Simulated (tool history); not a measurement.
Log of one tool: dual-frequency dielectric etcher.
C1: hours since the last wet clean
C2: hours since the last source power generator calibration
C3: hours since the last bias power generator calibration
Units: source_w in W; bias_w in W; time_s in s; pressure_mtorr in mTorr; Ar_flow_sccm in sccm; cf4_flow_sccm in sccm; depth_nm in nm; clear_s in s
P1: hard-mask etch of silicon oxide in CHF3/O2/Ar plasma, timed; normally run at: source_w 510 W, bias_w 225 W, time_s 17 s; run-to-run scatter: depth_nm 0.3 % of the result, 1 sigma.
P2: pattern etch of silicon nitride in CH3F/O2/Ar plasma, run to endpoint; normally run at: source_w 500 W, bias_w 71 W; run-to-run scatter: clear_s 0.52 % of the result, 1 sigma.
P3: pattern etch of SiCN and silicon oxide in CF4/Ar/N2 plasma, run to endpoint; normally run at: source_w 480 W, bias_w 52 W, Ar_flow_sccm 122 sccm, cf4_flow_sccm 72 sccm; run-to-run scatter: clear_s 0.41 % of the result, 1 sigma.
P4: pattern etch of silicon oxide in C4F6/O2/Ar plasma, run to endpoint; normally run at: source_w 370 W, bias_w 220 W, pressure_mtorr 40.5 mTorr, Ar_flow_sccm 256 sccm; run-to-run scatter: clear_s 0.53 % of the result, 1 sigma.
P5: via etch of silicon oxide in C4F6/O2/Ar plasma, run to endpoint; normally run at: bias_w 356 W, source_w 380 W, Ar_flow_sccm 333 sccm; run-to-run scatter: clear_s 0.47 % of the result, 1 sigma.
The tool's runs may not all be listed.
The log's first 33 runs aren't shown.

run 34 hour=296.5 | process=P5 source_w=380 bias_w=356 Ar_flow_sccm=333 | C1=546.6 C2=881.1 C3=678.5 | clear_s=33.634
run 35 hour=305.4 | process=P5 source_w=380 bias_w=260 Ar_flow_sccm=333 | C1=555.5 C2=890 C3=687.4 | clear_s=37.712
run 36 hour=312.3 | process=P1 source_w=510 bias_w=225 time_s=17 | C1=562.4 C2=896.9 C3=694.3 | depth_nm=33.078
run 37 hour=320.9 | process=P1 source_w=510 bias_w=225 time_s=17 | C1=571 C2=905.5 C3=702.9 | depth_nm=33.487
run 38 hour=332.2 | process=P1 source_w=510 bias_w=225 time_s=17 | C1=582.3 C2=916.8 C3=714.2 | depth_nm=33.535
run 39 hour=341.4 | process=P1 source_w=510 bias_w=225 time_s=17 | C1=591.5 C2=926 C3=723.4 | depth_nm=33.458
run 40 hour=351.1 | process=P1 source_w=510 bias_w=225 time_s=17 | C1=601.2 C2=935.7 C3=733.1 | depth_nm=33.784
-- hour=358.5 wet clean of the chamber
run 41 hour=362.3 | process=P1 source_w=510 bias_w=225 time_s=17 | C1=3.8 C2=946.9 C3=744.3 | depth_nm=33.808

Run 42 comes next. What will it give?
run 42 hour=368.1 | process=P1 source_w=510 bias_w=225 time_s=17 | C1=9.6 C2=952.7 C3=750.1 | depth_nm=?

depth_nm: 33.662 nm
